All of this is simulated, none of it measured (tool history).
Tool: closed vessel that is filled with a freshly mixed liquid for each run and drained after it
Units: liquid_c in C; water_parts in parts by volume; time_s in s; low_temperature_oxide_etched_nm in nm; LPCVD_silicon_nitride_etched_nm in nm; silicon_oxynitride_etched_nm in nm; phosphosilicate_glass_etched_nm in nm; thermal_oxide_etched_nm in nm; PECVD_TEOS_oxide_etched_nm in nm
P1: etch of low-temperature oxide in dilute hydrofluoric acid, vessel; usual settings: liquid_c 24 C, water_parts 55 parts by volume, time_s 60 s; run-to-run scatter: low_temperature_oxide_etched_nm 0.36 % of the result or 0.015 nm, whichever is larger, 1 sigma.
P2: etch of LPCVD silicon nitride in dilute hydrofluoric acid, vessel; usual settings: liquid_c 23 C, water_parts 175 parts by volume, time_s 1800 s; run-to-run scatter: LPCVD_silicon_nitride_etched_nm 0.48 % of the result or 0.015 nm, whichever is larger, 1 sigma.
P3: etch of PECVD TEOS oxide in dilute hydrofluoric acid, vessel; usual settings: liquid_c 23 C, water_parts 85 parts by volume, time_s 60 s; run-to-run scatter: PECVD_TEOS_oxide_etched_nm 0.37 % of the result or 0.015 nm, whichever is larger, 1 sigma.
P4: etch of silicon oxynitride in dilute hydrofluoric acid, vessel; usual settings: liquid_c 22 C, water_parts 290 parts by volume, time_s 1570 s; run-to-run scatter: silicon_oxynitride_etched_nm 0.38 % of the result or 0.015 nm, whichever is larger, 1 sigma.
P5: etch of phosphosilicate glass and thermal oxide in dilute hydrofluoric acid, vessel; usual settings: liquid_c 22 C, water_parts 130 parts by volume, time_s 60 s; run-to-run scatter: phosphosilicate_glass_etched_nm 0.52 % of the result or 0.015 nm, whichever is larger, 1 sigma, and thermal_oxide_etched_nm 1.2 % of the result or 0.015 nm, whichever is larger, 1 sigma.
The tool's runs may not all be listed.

run,hour,process,liquid_c,water_parts,time_s,low_temperature_oxide_etched_nm,LPCVD_silicon_nitride_etched_nm,silicon_oxynitride_etched_nm,phosphosilicate_glass_etched_nm,thermal_oxide_etched_nm,PECVD_TEOS_oxide_etched_nm
1,4.3,P1,24,55,60,19.084,,,,,
2,6.7,P2,18,175,1800,,3.0064,,,,
3,10.6,P4,22,290,1570,,,17.649,,,
4,13.9,P5,17,130,60,,,,62.75,1.6098,
5,16.4,P4,22,290,1570,,,17.742,,,
6,20.8,P5,22,180,60,,,,52.665,1.3174,
7,25.3,P3,23,85,30,,,,,,6.6882
8,27.5,P5,22,130,60,,,,77.012,1.9924,
9,31.2,P1,24,55,60,19.176,,,,,
10,35.2,P2,23,175,1800,,4.2348,,,,
11,39.5,P5,22,130,95,,,,120.36,3.0455,
12,42.7,P4,22,110,1570,,,53.134,,,
13,46.9,P3,23,130,60,,,,,,8.2805
14,50.1,P3,23,85,60,,,,,,13.421
15,52.3,P1,24,55,60,19.186,,,,,
16,54.5,P1,24,80,60,12.677,,,,,
17,57.9,P4,22,290,130,,,1.4461,,,
18,60.8,P2,23,175,2685,,6.2263,,,,
19,63.1,P1,31,55,60,25.259,,,,,
20,66.7,P1,17,55,60,14.305,,,,,
21,70.8,P1,24,55,60,19.258,,,,,
22,73.1,P1,24,55,60,19.268,,,,,
23,76.3,P2,23,175,1800,,4.1895,,,,
# hour 78.6: hydrofluoric acid flow meter replaced
24,80.5,P1,24,55,30,9.5382,,,,,
25,84.8,P2,23,325,1800,,2.2801,,,,
26,87,P1,24,20,60,55.037,,,,,
27,90.2,P3,31.5,85,60,,,,,,18.615
28,94.4,P4,17,290,1570,,,14.203,,,
29,98.7,P1,24,90,30,5.5895,,,,,
30,102.3,P5,22,130,60,,,,75.926,1.9458,
31,105,P1,24,55,100,32.2,,,,,
32,109.1,P1,24,55,60,19.163,,,,,
33,113.4,P1,24,55,60,18.453,,,,,
34,115.9,P1,24,55,60,18.235,,,,,
35,118.9,P1,24,55,60,17.98,,,,,
36,121,P1,24,55,60,17.881,,,,,
37,125,P1,24,55,60,17.894,,,,,
38,129.2,P1,24,55,60,17.755,,,,,
39,133,P1,24,55,60,17.674,,,,,
40,135.5,P1,24,55,60,17.845,,,,,
41,138.8,P1,24,55,60,17.716,,,,,

What P1 gives has crept away from where it was. These 2 causes fit the log equally well, each at the size given:
A: hydrofluoric acid flow below the setpoint (%) = 7.17
B: liquid colder than its thermometer reads (K) = 1.94
The creep began at about hour 109.1.

4 check runs are offered, one wafer each, their results left as question marks. Which one tells the causes apart?
check 1,142.1,P5,22,130,60,,,,?,?,
check 2,142.1,P3,23,85,60,,,,,,?
check 3,142.1,P2,23,175,1800,,?,,,,
check 4,142.1,P4,22,290,1570,,,?,,,

What each check would give under each cause:
check,result,if A,if B
check 1,phosphosilicate_glass_etched_nm,70.221,70.797
check 1,thermal_oxide_etched_nm,1.7861,1.8008
check 2,PECVD_TEOS_oxide_etched_nm,12.358,12.4
check 3,LPCVD_silicon_nitride_etched_nm,3.8848,3.6851
check 4,silicon_oxynitride_etched_nm,16.254,16.308
How far apart the two closest causes lie, in the result that separates them most: check 1 0.82 %; check 2 0.34 %; check 3 5.28 %; check 4 0.33 %
Check 3 tells the causes apart: in the others they would give nearly the same result.

Then check 3 was run and gave: LPCVD_silicon_nitride_etched_nm 3.9041 nm. Which cause is it?

It is A: hydrofluoric acid flow below the setpoint (%).

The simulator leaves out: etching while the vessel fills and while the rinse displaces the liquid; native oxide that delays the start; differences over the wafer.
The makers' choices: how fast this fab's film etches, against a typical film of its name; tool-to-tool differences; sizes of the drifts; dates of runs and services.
